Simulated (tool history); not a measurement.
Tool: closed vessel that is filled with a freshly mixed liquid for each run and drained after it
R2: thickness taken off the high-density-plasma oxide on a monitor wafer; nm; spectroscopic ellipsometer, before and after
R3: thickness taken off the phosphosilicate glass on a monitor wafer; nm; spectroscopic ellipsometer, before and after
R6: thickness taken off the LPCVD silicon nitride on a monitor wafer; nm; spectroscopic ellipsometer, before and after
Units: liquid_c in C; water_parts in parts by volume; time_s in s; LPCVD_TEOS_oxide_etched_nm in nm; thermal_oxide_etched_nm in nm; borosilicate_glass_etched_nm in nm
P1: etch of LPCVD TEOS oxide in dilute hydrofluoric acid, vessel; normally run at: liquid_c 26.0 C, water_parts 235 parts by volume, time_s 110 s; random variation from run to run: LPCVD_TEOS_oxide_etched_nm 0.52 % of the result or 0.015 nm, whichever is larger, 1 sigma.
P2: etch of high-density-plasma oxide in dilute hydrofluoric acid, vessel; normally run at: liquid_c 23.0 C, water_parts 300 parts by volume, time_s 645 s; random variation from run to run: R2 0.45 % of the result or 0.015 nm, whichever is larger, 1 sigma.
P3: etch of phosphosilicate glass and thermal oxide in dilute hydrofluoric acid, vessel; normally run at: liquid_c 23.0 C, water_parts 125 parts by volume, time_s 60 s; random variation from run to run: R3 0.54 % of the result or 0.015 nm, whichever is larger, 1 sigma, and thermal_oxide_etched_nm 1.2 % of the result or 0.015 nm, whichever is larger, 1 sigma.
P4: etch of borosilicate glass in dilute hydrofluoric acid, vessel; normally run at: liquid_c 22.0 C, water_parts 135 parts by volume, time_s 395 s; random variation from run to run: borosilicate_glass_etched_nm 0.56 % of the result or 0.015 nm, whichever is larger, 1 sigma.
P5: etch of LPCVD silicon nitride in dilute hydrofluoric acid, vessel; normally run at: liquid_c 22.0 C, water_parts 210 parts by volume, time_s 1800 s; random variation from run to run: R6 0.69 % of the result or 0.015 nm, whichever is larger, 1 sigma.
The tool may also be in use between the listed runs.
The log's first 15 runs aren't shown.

{"run": 16, "hour": 211.3, "process": "P4", "liquid_c": 22.0, "water_parts": 135, "time_s": 395, "borosilicate_glass_etched_nm": 46.232}
{"run": 17, "hour": 223.9, "process": "P5", "liquid_c": 27.5, "water_parts": 210, "time_s": 1800, "R6": 5.3867}
{"hour": 230.9, "done": "thermometer replaced"}
{"run": 18, "hour": 232.7, "process": "P1", "liquid_c": 26.0, "water_parts": 105, "time_s": 110, "LPCVD_TEOS_oxide_etched_nm": 40.458}
{"run": 19, "hour": 246.2, "process": "P3", "liquid_c": 23.0, "water_parts": 125, "time_s": 30, "R3": 15.376, "thermal_oxide_etched_nm": 1.0295}
{"run": 20, "hour": 256.3, "process": "P2", "liquid_c": 17.0, "water_parts": 300, "time_s": 645, "R2": 12.267}
{"run": 21, "hour": 275.7, "process": "P4", "liquid_c": 22.0, "water_parts": 85, "time_s": 395, "borosilicate_glass_etched_nm": 78.235}
{"run": 22, "hour": 291.8, "process": "P3", "liquid_c": 27.5, "water_parts": 125, "time_s": 60, "R3": 37.088, "thermal_oxide_etched_nm": 2.447}
{"run": 23, "hour": 308.9, "process": "P2", "liquid_c": 23.0, "water_parts": 300, "time_s": 645, "R2": 15.23}
{"run": 24, "hour": 322.5, "process": "P4", "liquid_c": 18.0, "water_parts": 135, "time_s": 395, "borosilicate_glass_etched_nm": 40.209}
{"run": 25, "hour": 341.9, "process": "P1", "liquid_c": 26.0, "water_parts": 235, "time_s": 30, "LPCVD_TEOS_oxide_etched_nm": 4.2188}
{"run": 26, "hour": 354.1, "process": "P1", "liquid_c": 32.5, "water_parts": 235, "time_s": 155, "LPCVD_TEOS_oxide_etched_nm": 26.947}
{"run": 27, "hour": 368.4, "process": "P1", "liquid_c": 26.0, "water_parts": 235, "time_s": 160, "LPCVD_TEOS_oxide_etched_nm": 22.388}
{"run": 28, "hour": 386.1, "process": "P1", "liquid_c": 26.0, "water_parts": 235, "time_s": 110, "LPCVD_TEOS_oxide_etched_nm": 15.5}
{"run": 29, "hour": 405.4, "process": "P5", "liquid_c": 22.0, "water_parts": 210, "time_s": 2835, "R6": 6.0306}
{"run": 30, "hour": 415.4, "process": "P1", "liquid_c": 29.5, "water_parts": 235, "time_s": 110, "LPCVD_TEOS_oxide_etched_nm": 17.526}
{"run": 31, "hour": 433.6, "process": "P1", "liquid_c": 26.0, "water_parts": 235, "time_s": 110, "LPCVD_TEOS_oxide_etched_nm": 15.533}

Forecast run 32:
{"run": 32, "hour": 444.2, "process": "P1", "liquid_c": 26.0, "water_parts": 235, "time_s": 110, "LPCVD_TEOS_oxide_etched_nm": "?"}

{"run 32": {"LPCVD_TEOS_oxide_etched_nm": 15.761}}
